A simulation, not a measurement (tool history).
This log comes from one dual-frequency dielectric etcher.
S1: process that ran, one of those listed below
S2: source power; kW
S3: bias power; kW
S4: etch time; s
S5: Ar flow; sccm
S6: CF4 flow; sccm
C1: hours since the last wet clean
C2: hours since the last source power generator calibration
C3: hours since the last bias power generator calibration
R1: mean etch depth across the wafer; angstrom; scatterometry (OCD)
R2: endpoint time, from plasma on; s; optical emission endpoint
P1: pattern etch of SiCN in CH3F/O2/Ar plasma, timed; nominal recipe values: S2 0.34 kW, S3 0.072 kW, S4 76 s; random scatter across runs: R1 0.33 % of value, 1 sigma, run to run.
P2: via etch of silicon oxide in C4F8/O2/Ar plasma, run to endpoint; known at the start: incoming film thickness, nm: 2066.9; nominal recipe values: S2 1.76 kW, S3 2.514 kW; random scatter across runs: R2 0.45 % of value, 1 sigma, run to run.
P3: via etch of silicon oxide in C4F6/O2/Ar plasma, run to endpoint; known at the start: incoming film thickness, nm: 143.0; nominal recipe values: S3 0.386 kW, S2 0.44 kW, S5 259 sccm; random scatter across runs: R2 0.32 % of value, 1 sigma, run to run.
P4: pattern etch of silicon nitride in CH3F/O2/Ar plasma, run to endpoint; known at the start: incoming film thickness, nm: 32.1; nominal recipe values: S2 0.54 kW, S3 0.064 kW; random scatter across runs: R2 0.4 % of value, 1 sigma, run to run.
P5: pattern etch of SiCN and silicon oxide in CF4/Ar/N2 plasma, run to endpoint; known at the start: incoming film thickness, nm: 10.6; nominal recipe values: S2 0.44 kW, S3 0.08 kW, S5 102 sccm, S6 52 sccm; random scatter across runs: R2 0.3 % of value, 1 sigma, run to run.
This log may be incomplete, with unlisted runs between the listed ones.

| run | hour | S1 | S2 | S3 | S4 | S5 | S6 | C1 | C2 | C3 | R1 | R2 |
|---|---|---|---|---|---|---|---|---|---|---|---|---|
| 1 | 7 | P1 | 0.34 | 0.072 | 76 |  |  | 356.6 | 1054 | 808 | 263.65 |  |
| 2 | 13.1 | P3 | 0.44 | 0.386 |  | 259 |  | 362.7 | 1060.1 | 814.1 |  | 33.22 |
| 3 | 20.1 | P1 | 0.34 | 0.043 | 76 |  |  | 369.7 | 1067.1 | 821.1 | 221.8 |  |
| 4 | 26.3 | P1 | 0.34 | 0.072 | 42 |  |  | 375.9 | 1073.3 | 827.3 | 145.04 |  |
| 5 | 32.3 | P5 | 0.44 | 0.08 |  | 102 | 52 | 381.9 | 1079.3 | 833.3 |  | 12.516 |
| 6 | 36.5 | P1 | 0.34 | 0.072 | 76 |  |  | 386.1 | 1083.5 | 837.5 | 262.75 |  |
| 7 | 44.1 | P5 | 0.56 | 0.08 |  | 102 | 52 | 393.7 | 1091.1 | 845.1 |  | 10.13 |
| 8 | 48.2 | P2 | 1.76 | 3.247 |  |  |  | 397.8 | 1095.2 | 849.2 |  | 380.28 |
| 9 | 52.7 | P1 | 0.34 | 0.072 | 76 |  |  | 402.3 | 1099.7 | 853.7 | 262.81 |  |
| 10 | 59.5 | P2 | 1.76 | 2.514 |  |  |  | 409.1 | 1106.5 | 860.5 |  | 415.88 |
| 11 | 65.8 | P1 | 0.34 | 0.093 | 107 |  |  | 415.4 | 1112.8 | 866.8 | 406.42 |  |
| 12 | 70.9 | P1 | 0.34 | 0.072 | 76 |  |  | 420.5 | 1117.9 | 871.9 | 263.74 |  |
| 13 | 77.8 | P1 | 0.21 | 0.072 | 76 |  |  | 427.4 | 1124.8 | 878.8 | 218.93 |  |
| 14 | 85.1 | P5 | 0.44 | 0.053 |  | 102 | 52 | 434.7 | 1132.1 | 886.1 |  | 14.428 |
| 15 | 89.5 | P4 | 0.54 | 0.064 |  |  |  | 439.1 | 1136.5 | 890.5 |  | 42.229 |
| 16 | 94.1 | P3 | 0.44 | 0.386 |  | 204 |  | 443.7 | 1141.1 | 895.1 |  | 32.536 |
| 17 | 101.5 | P1 | 0.34 | 0.072 | 76 |  |  | 451.1 | 1148.5 | 902.5 | 263.69 |  |
| 18 | 105.7 | P3 | 0.26 | 0.386 |  | 259 |  | 455.3 | 1152.7 | 906.7 |  | 40.518 |
| 19 | 111.1 | P4 | 0.35 | 0.064 |  |  |  | 460.7 | 1158.1 | 912.1 |  | 49.608 |
| 20 | 118.5 | P5 | 0.44 | 0.08 |  | 102 | 69 | 468.1 | 1165.5 | 919.5 |  | 11.955 |
| 21 | 123 | P4 | 0.54 | 0.064 |  |  |  | 472.6 | 1170 | 924 |  | 42.16 |

What does the tool deliver on the next run?
| 22 | 126.5 | P4 | 0.54 | 0.083 |  |  |  | 476.1 | 1173.5 | 927.5 |  | ? |

{"run 22": {"R2": 38.381}}

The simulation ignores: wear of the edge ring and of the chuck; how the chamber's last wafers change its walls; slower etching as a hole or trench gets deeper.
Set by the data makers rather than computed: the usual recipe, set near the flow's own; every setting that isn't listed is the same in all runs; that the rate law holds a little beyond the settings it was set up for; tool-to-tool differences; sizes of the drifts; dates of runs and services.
